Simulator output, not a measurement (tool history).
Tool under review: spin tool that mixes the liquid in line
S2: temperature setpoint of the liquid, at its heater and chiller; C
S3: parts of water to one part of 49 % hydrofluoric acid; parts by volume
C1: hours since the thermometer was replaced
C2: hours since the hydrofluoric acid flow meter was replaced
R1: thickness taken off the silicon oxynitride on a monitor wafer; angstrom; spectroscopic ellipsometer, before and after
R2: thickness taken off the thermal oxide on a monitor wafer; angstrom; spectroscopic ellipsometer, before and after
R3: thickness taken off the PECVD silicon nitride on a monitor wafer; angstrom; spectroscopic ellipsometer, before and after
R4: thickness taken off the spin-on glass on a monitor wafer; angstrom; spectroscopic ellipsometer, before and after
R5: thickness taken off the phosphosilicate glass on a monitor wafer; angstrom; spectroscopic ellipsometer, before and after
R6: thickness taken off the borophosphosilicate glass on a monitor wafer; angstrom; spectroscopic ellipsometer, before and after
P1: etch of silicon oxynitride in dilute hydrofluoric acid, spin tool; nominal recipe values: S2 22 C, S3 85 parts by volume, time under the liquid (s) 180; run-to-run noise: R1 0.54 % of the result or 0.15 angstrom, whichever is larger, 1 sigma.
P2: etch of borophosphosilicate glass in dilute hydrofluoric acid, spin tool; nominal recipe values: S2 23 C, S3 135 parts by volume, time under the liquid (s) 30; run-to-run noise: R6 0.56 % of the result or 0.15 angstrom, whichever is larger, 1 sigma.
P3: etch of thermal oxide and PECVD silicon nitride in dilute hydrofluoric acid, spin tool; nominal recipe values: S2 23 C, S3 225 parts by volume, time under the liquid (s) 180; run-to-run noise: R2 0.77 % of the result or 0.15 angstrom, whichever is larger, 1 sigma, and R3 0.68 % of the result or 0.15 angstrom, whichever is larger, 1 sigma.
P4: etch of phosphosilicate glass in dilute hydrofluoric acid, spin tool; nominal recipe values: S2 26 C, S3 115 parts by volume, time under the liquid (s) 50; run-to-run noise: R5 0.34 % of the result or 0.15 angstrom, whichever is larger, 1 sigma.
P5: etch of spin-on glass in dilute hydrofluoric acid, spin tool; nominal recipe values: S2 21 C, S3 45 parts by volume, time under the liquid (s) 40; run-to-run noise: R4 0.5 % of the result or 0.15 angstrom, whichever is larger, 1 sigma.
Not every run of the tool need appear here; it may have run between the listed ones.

Run 1, hour 2.6: process that ran P1, S2 22 C, S3 85 parts by volume, time under the liquid (s) 180; C1 409.7; C2 1526.8. Result: R1 93.427 angstrom.
Run 2, hour 5.4: process that ran P3, S2 30.5 C, S3 225 parts by volume, time under the liquid (s) 180; C1 412.5; C2 1529.6. Result: R2 41.173 angstrom, R3 69.216 angstrom.
Run 3, hour 8.9: process that ran P1, S2 22 C, S3 85 parts by volume, time under the liquid (s) 180; C1 416; C2 1533.1. Result: R1 93.448 angstrom.
Run 4, hour 11.3: process that ran P1, S2 22 C, S3 85 parts by volume, time under the liquid (s) 340; C1 418.4; C2 1535.5. Result: R1 177.01 angstrom.
Run 5, hour 15.3: process that ran P5, S2 21 C, S3 45 parts by volume, time under the liquid (s) 15; C1 422.4; C2 1539.5. Result: R4 120.54 angstrom.
Run 6, hour 19.7: process that ran P1, S2 22 C, S3 85 parts by volume, time under the liquid (s) 180; C1 426.8; C2 1543.9. Result: R1 93.252 angstrom.
Run 7, hour 24.4: process that ran P5, S2 21 C, S3 45 parts by volume, time under the liquid (s) 40; C1 431.5; C2 1548.6. Result: R4 324.58 angstrom.
Run 8, hour 28.6: process that ran P1, S2 22 C, S3 130 parts by volume, time under the liquid (s) 180; C1 435.7; C2 1552.8. Result: R1 59.376 angstrom.
Run 9, hour 33.3: process that ran P1, S2 29 C, S3 145 parts by volume, time under the liquid (s) 180; C1 440.4; C2 1557.5. Result: R1 71.949 angstrom.
Run 10, hour 38.2: process that ran P4, S2 26 C, S3 115 parts by volume, time under the liquid (s) 50; C1 445.3; C2 1562.4. Result: R5 404.06 angstrom.
Run 11, hour 41.6: process that ran P4, S2 26 C, S3 115 parts by volume, time under the liquid (s) 50; C1 448.7; C2 1565.8. Result: R5 405.12 angstrom.
Run 12, hour 45.6: process that ran P1, S2 22 C, S3 85 parts by volume, time under the liquid (s) 180; C1 452.7; C2 1569.8. Result: R1 92.495 angstrom.
Run 13, hour 49.6: process that ran P1, S2 26.5 C, S3 85 parts by volume, time under the liquid (s) 180; C1 456.7; C2 1573.8. Result: R1 115 angstrom.
At hour 50.6: thermometer replaced.
Run 14, hour 52.5: process that ran P1, S2 17.5 C, S3 85 parts by volume, time under the liquid (s) 180; C1 1.9; C2 1576.7. Result: R1 74.801 angstrom.
Run 15, hour 56.7: process that ran P1, S2 22 C, S3 85 parts by volume, time under the liquid (s) 70; C1 6.1; C2 1580.9. Result: R1 36.928 angstrom.
Run 16, hour 59: process that ran P2, S2 23 C, S3 135 parts by volume, time under the liquid (s) 30; C1 8.4; C2 1583.2. Result: R6 92.485 angstrom.
Run 17, hour 62.4: process that ran P4, S2 19 C, S3 115 parts by volume, time under the liquid (s) 50; C1 11.8; C2 1586.6. Result: R5 307.23 angstrom.
Run 18, hour 65.5: process that ran P3, S2 23 C, S3 225 parts by volume, time under the liquid (s) 180; C1 14.9; C2 1589.7. Result: R2 32.236 angstrom, R3 43.108 angstrom.
Run 19, hour 70.3: process that ran P4, S2 26 C, S3 25 parts by volume, time under the liquid (s) 50; C1 19.7; C2 1594.5. Result: R5 2115.1 angstrom.

Expected results for the next run?
Run 20, hour 74.6: process that ran P2, S2 23 C, S3 20 parts by volume, time under the liquid (s) 30; C1 24; C2 1598.8. Result: R6 ?.

Run 20 came out at R6 724.13 angstrom.
